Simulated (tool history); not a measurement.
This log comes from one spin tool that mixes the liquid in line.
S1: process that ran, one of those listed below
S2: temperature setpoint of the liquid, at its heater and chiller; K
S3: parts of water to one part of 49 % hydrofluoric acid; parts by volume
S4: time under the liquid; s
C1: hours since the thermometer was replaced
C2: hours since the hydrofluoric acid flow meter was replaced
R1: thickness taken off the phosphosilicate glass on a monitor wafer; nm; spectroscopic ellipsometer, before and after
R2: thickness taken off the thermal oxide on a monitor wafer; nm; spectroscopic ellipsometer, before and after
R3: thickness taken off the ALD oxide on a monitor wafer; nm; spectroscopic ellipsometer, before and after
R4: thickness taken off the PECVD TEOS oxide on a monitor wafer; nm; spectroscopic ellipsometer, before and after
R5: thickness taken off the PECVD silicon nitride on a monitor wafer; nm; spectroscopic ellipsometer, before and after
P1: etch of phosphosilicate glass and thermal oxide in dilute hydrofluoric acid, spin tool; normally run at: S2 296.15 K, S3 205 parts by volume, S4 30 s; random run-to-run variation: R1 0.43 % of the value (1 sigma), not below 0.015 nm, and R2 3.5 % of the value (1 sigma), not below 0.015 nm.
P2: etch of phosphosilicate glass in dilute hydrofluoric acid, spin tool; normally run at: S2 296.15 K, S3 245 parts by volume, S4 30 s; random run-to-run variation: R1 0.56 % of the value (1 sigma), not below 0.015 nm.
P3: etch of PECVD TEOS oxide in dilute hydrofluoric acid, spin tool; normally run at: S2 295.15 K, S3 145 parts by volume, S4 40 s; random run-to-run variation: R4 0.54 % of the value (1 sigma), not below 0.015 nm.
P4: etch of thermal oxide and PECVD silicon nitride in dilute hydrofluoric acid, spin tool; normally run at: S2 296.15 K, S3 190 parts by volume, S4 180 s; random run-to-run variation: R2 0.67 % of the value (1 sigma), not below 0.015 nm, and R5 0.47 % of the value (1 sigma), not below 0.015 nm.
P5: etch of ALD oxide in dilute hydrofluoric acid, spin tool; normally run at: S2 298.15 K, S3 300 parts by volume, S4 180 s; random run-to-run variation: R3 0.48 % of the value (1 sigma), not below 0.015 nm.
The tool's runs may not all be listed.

run 1 hour=17.1 | S1=P1 S2=296.15 S3=205 S4=30 | C1=413.4 C2=683.1 | R1=13.307 R2=0.56558
run 2 hour=26.9 | S1=P1 S2=296.15 S3=205 S4=15 | C1=423.2 C2=692.9 | R1=6.6334 R2=0.27495
run 3 hour=37.1 | S1=P1 S2=300.15 S3=205 S4=45 | C1=433.4 C2=703.1 | R1=23.108 R2=1.0341
run 4 hour=46.1 | S1=P1 S2=296.15 S3=95 S4=30 | C1=442.4 C2=712.1 | R1=32.658 R2=1.4751
run 5 hour=63.9 | S1=P2 S2=296.15 S3=245 S4=30 | C1=460.2 C2=729.9 | R1=7.413
run 6 hour=72.2 | S1=P1 S2=290.15 S3=300 S4=30 | C1=468.5 C2=738.2 | R1=6.6583 R2=0.32844
run 7 hour=84.6 | S1=P2 S2=292.15 S3=245 S4=30 | C1=480.9 C2=750.6 | R1=6.3913
run 8 hour=96.2 | S1=P5 S2=302.65 S3=300 S4=180 | C1=492.5 C2=762.2 | R3=7.3088
run 9 hour=104.2 | S1=P5 S2=298.15 S3=300 S4=180 | C1=500.5 C2=770.2 | R3=6.27
run 10 hour=118 | S1=P1 S2=304.15 S3=205 S4=30 | C1=514.3 C2=784 | R1=17.723 R2=0.72727
run 11 hour=125.8 | S1=P5 S2=298.15 S3=300 S4=15 | C1=522.1 C2=791.8 | R3=0.51731
run 12 hour=142.8 | S1=P1 S2=290.15 S3=205 S4=30 | C1=539.1 C2=808.8 | R1=10.576 R2=0.46954
run 13 hour=160.5 | S1=P3 S2=295.15 S3=215 S4=40 | C1=556.8 C2=826.5 | R4=2.6072
run 14 hour=177.3 | S1=P1 S2=296.15 S3=350 S4=30 | C1=573.6 C2=843.3 | R1=6.7441 R2=0.27487
run 15 hour=192.1 | S1=P2 S2=296.15 S3=245 S4=30 | C1=588.4 C2=858.1 | R1=7.521
run 16 hour=202.5 | S1=P4 S2=296.15 S3=190 S4=180 | C1=598.8 C2=868.5 | R2=4.0273 R5=5.2891
run 17 hour=212.3 | S1=P1 S2=296.15 S3=205 S4=30 | C1=608.6 C2=878.3 | R1=13.357 R2=0.57052
run 18 hour=224.3 | S1=P3 S2=295.15 S3=145 S4=40 | C1=620.6 C2=890.3 | R4=4.0853
run 19 hour=233.5 | S1=P4 S2=290.65 S3=190 S4=180 | C1=629.8 C2=899.5 | R2=3.2468 R5=3.6549
run 20 hour=242 | S1=P4 S2=296.15 S3=190 S4=180 | C1=638.3 C2=908 | R2=4.0099 R5=5.298
run 21 hour=250.3 | S1=P4 S2=296.15 S3=285 S4=180 | C1=646.6 C2=916.3 | R2=2.4469 R5=3.5072
run 22 hour=267.3 | S1=P3 S2=302.15 S3=145 S4=40 | C1=663.6 C2=933.3 | R4=5.3125
run 23 hour=281.4 | S1=P5 S2=298.15 S3=525 S4=180 | C1=677.7 C2=947.4 | R3=2.9379
run 24 hour=291.5 | S1=P3 S2=295.15 S3=145 S4=15 | C1=687.8 C2=957.5 | R4=1.5246
run 25 hour=306.5 | S1=P1 S2=296.15 S3=205 S4=30 | C1=702.8 C2=972.5 | R1=13.364 R2=0.57626
run 26 hour=318 | S1=P2 S2=296.15 S3=360 S4=30 | C1=714.3 C2=984 | R1=4.569
run 27 hour=327.3 | S1=P1 S2=296.15 S3=205 S4=60 | C1=723.6 C2=993.3 | R1=26.865 R2=1.1676
run 28 hour=338.5 | S1=P1 S2=296.15 S3=205 S4=30 | C1=734.8 C2=1004.5 | R1=13.351 R2=0.64753
run 29 hour=347.1 | S1=P4 S2=296.15 S3=190 S4=325 | C1=743.4 C2=1013.1 | R2=7.1678 R5=9.471

Expected results for the next run?
run 30 hour=355.4 | S1=P2 S2=296.15 S3=245 S4=45 | C1=751.7 C2=1021.4 | R1=?

R1: 11.246 nm

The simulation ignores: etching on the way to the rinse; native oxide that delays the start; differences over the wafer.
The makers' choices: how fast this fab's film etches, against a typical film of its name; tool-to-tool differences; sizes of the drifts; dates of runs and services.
